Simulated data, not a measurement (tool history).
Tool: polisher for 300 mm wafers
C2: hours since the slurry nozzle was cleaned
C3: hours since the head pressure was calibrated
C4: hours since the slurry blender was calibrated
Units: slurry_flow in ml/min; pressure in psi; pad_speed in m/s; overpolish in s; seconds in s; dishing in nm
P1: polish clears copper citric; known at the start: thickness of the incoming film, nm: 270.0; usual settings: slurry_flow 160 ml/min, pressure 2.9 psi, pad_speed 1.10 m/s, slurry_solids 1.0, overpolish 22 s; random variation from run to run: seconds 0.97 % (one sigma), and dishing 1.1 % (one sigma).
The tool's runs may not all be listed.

{"run": 1, "hour": 5.7, "slurry_flow": 160, "pressure": 2.9, "pad_speed": 1.1, "slurry_solids": 1.0, "overpolish": 22, "wafers polished on this pad": 370, "C2": 275.5, "C3": 480.6, "C4": 229.9, "seconds": 108.84, "dishing": 40.939}
{"run": 2, "hour": 15.1, "slurry_flow": 210, "pressure": 2.9, "pad_speed": 1.1, "slurry_solids": 1.0, "overpolish": 40, "wafers polished on this pad": 420, "C2": 284.9, "C3": 490.0, "C4": 239.3, "seconds": 105.23, "dishing": 67.969}
{"run": 3, "hour": 26.2, "slurry_flow": 225, "pressure": 2.9, "pad_speed": 1.1, "slurry_solids": 1.0, "overpolish": 22, "wafers polished on this pad": 479, "C2": 296.0, "C3": 501.1, "C4": 250.4, "seconds": 104.4, "dishing": 42.313}
{"run": 4, "hour": 34.7, "slurry_flow": 160, "pressure": 2.9, "pad_speed": 1.1, "slurry_solids": 1.0, "overpolish": 22, "wafers polished on this pad": 524, "C2": 304.5, "C3": 509.6, "C4": 258.9, "seconds": 107.53, "dishing": 41.605}
{"run": 5, "hour": 46.0, "slurry_flow": 160, "pressure": 2.9, "pad_speed": 1.1, "slurry_solids": 1.0, "overpolish": 22, "wafers polished on this pad": 584, "C2": 315.8, "C3": 520.9, "C4": 270.2, "seconds": 111.22, "dishing": 40.707}
{"run": 6, "hour": 56.2, "slurry_flow": 160, "pressure": 2.9, "pad_speed": 1.1, "slurry_solids": 1.0, "overpolish": 22, "wafers polished on this pad": 638, "C2": 326.0, "C3": 531.1, "C4": 280.4, "seconds": 109.84, "dishing": 39.74}
{"run": 7, "hour": 65.5, "slurry_flow": 160, "pressure": 2.9, "pad_speed": 1.1, "slurry_solids": 1.0, "overpolish": 44, "wafers polished on this pad": 688, "C2": 335.3, "C3": 540.4, "C4": 289.7, "seconds": 106.36, "dishing": 71.962}
{"run": 8, "hour": 76.1, "slurry_flow": 160, "pressure": 4.5, "pad_speed": 1.1, "slurry_solids": 1.0, "overpolish": 22, "wafers polished on this pad": 744, "C2": 345.9, "C3": 551.0, "C4": 300.3, "seconds": 70.221, "dishing": 60.795}
{"run": 9, "hour": 82.8, "slurry_flow": 160, "pressure": 2.9, "pad_speed": 1.1, "slurry_solids": 1.5, "overpolish": 22, "wafers polished on this pad": 780, "C2": 352.6, "C3": 557.7, "C4": 307.0, "seconds": 99.847, "dishing": 43.337}
{"run": 10, "hour": 93.1, "slurry_flow": 160, "pressure": 3.7, "pad_speed": 1.1, "slurry_solids": 1.0, "overpolish": 33, "wafers polished on this pad": 835, "C2": 362.9, "C3": 568.0, "C4": 317.3, "seconds": 84.204, "dishing": 69.952}
{"run": 11, "hour": 101.1, "slurry_flow": 160, "pressure": 2.9, "pad_speed": 1.1, "slurry_solids": 1.0, "overpolish": 22, "wafers polished on this pad": 877, "C2": 370.9, "C3": 576.0, "C4": 325.3, "seconds": 109.37, "dishing": 40.062}
{"run": 12, "hour": 106.9, "slurry_flow": 160, "pressure": 2.9, "pad_speed": 1.72, "slurry_solids": 1.0, "overpolish": 22, "wafers polished on this pad": 908, "C2": 376.7, "C3": 581.8, "C4": 331.1, "seconds": 69.267, "dishing": 58.097}
{"run": 13, "hour": 114.4, "slurry_flow": 95, "pressure": 2.9, "pad_speed": 1.1, "slurry_solids": 1.0, "overpolish": 22, "wafers polished on this pad": 948, "C2": 384.2, "C3": 589.3, "C4": 338.6, "seconds": 120.9, "dishing": 36.993}
{"run": 14, "hour": 123.8, "slurry_flow": 160, "pressure": 2.9, "pad_speed": 1.1, "slurry_solids": 1.0, "overpolish": 22, "wafers polished on this pad": 998, "C2": 393.6, "C3": 598.7, "C4": 348.0, "seconds": 109.43, "dishing": 39.848}
{"run": 15, "hour": 135.1, "slurry_flow": 160, "pressure": 2.9, "pad_speed": 1.1, "slurry_solids": 0.6, "overpolish": 22, "wafers polished on this pad": 1058, "C2": 404.9, "C3": 610.0, "C4": 359.3, "seconds": 120.92, "dishing": 36.21}
{"run": 16, "hour": 145.7, "slurry_flow": 160, "pressure": 2.9, "pad_speed": 0.52, "slurry_solids": 1.0, "overpolish": 22, "wafers polished on this pad": 1114, "C2": 415.5, "C3": 620.6, "C4": 369.9, "seconds": 218.05, "dishing": 21.089}
{"run": 17, "hour": 153.1, "slurry_flow": 160, "pressure": 1.6, "pad_speed": 1.1, "slurry_solids": 1.0, "overpolish": 22, "wafers polished on this pad": 1154, "C2": 422.9, "C3": 628.0, "C4": 377.3, "seconds": 189.34, "dishing": 23.527}
{"run": 18, "hour": 158.2, "slurry_flow": 160, "pressure": 2.9, "pad_speed": 1.1, "slurry_solids": 1.0, "overpolish": 8, "wafers polished on this pad": 1181, "C2": 428.0, "C3": 633.1, "C4": 382.4, "seconds": 109.49, "dishing": 15.7}
{"run": 19, "hour": 165.0, "slurry_flow": 160, "pressure": 2.9, "pad_speed": 1.1, "slurry_solids": 1.0, "overpolish": 22, "wafers polished on this pad": 1217, "C2": 434.8, "C3": 639.9, "C4": 389.2, "seconds": 107.79, "dishing": 40.702}
{"run": 20, "hour": 175.8, "slurry_flow": 160, "pressure": 2.9, "pad_speed": 1.1, "slurry_solids": 1.0, "overpolish": 22, "wafers polished on this pad": 1275, "C2": 445.6, "C3": 650.7, "C4": 400.0, "seconds": 108.56, "dishing": 41.257}
{"run": 21, "hour": 184.7, "slurry_flow": 160, "pressure": 2.9, "pad_speed": 1.1, "slurry_solids": 1.0, "overpolish": 22, "wafers polished on this pad": 1322, "C2": 454.5, "C3": 659.6, "C4": 408.9, "seconds": 109.72, "dishing": 39.231}
{"run": 22, "hour": 194.4, "slurry_flow": 160, "pressure": 2.9, "pad_speed": 1.1, "slurry_solids": 1.0, "overpolish": 22, "wafers polished on this pad": 1374, "C2": 464.2, "C3": 669.3, "C4": 418.6, "seconds": 115.08, "dishing": 38.044}
{"run": 23, "hour": 202.8, "slurry_flow": 160, "pressure": 2.9, "pad_speed": 1.1, "slurry_solids": 1.0, "overpolish": 22, "wafers polished on this pad": 1418, "C2": 472.6, "C3": 677.7, "C4": 427.0, "seconds": 116.66, "dishing": 37.972}
{"run": 24, "hour": 210.4, "slurry_flow": 160, "pressure": 2.9, "pad_speed": 1.1, "slurry_solids": 1.0, "overpolish": 22, "wafers polished on this pad": 1459, "C2": 480.2, "C3": 685.3, "C4": 434.6, "seconds": 118.99, "dishing": 37.798}
{"run": 25, "hour": 218.7, "slurry_flow": 160, "pressure": 2.9, "pad_speed": 1.1, "slurry_solids": 1.0, "overpolish": 22, "wafers polished on this pad": 1503, "C2": 488.5, "C3": 693.6, "C4": 442.9, "seconds": 117.24, "dishing": 37.266}
{"run": 26, "hour": 227.4, "slurry_flow": 160, "pressure": 2.9, "pad_speed": 1.1, "slurry_solids": 1.0, "overpolish": 22, "wafers polished on this pad": 1549, "C2": 497.2, "C3": 702.3, "C4": 451.6, "seconds": 120.2, "dishing": 37.043}
{"hour": 229.1, "done": "slurry blender recalibrated"}
{"hour": 229.3, "done": "head pressure recalibrated"}
{"run": 27, "hour": 233.8, "slurry_flow": 160, "pressure": 2.9, "pad_speed": 1.1, "slurry_solids": 1.0, "overpolish": 22, "wafers polished on this pad": 1583, "C2": 503.6, "C3": 4.5, "C4": 4.7, "seconds": 117.37, "dishing": 37.37}
{"run": 28, "hour": 244.3, "slurry_flow": 160, "pressure": 2.9, "pad_speed": 1.1, "slurry_solids": 1.0, "overpolish": 22, "wafers polished on this pad": 1639, "C2": 514.1, "C3": 15.0, "C4": 15.2, "seconds": 116.83, "dishing": 37.428}
{"run": 29, "hour": 249.8, "slurry_flow": 160, "pressure": 2.9, "pad_speed": 1.1, "slurry_solids": 1.0, "overpolish": 22, "wafers polished on this pad": 1668, "C2": 519.6, "C3": 20.5, "C4": 20.7, "seconds": 117.91, "dishing": 36.516}

What P1 gives has crept away from where it was. These 2 causes fit the log equally well, each at the size given:
A: removal rate lost through wear of the pad, % = 9.19
B: slurry flow missing at the pad, % = 37.8
The creep began at about hour 175.8.
Why every other cause is out:
head's pressure below its setpoint, %: serviced at hour 229.3, which brought nothing back
abrasive missing from the slurry, %: serviced at hour 229.1, which brought nothing back

4 check runs are offered, each on 2 wafers whose results are averaged, their results left as question marks. Which one tells the causes apart?
{"run": "check 1", "hour": 255.3, "slurry_flow": 95, "pressure": 2.9, "pad_speed": 1.1, "slurry_solids": 1.0, "overpolish": 38, "seconds": "?", "dishing": "?"}
{"run": "check 2", "hour": 255.3, "slurry_flow": 160, "pressure": 2.9, "pad_speed": 1.1, "slurry_solids": 1.0, "overpolish": 42, "seconds": "?", "dishing": "?"}
{"run": "check 3", "hour": 255.3, "slurry_flow": 160, "pressure": 2.9, "pad_speed": 0.64, "slurry_solids": 0.65, "overpolish": 22, "seconds": "?", "dishing": "?"}
{"run": "check 4", "hour": 255.3, "slurry_flow": 160, "pressure": 2.0, "pad_speed": 1.1, "slurry_solids": 1.45, "overpolish": 22, "seconds": "?", "dishing": "?"}

What each check would give under each cause:
check=check_1 result=seconds if_A=132.920 if_B=140.560
check=check_1 result=dishing if_A=54.408 if_B=51.877
check=check_2 result=seconds if_A=119.280 if_B=119.290
check=check_2 result=dishing if_A=64.725 if_B=64.723
check=check_3 result=seconds if_A=220.710 if_B=220.720
check=check_3 result=dishing if_A=20.984 if_B=20.983
check=check_4 result=seconds if_A=157.830 if_B=157.840
check=check_4 result=dishing if_A=28.308 if_B=28.307
How far apart the two closest causes lie, in the result that separates them most: check 1 5.58 %; check 2 0 %; check 3 0 %; check 4 0 %
Check 1 tells the causes apart: in the others they would give nearly the same result.

Then check 1 was run and gave: seconds 139.650 s; dishing 51.702 nm. Which cause is it?

It is B: slurry flow missing at the pad, %.
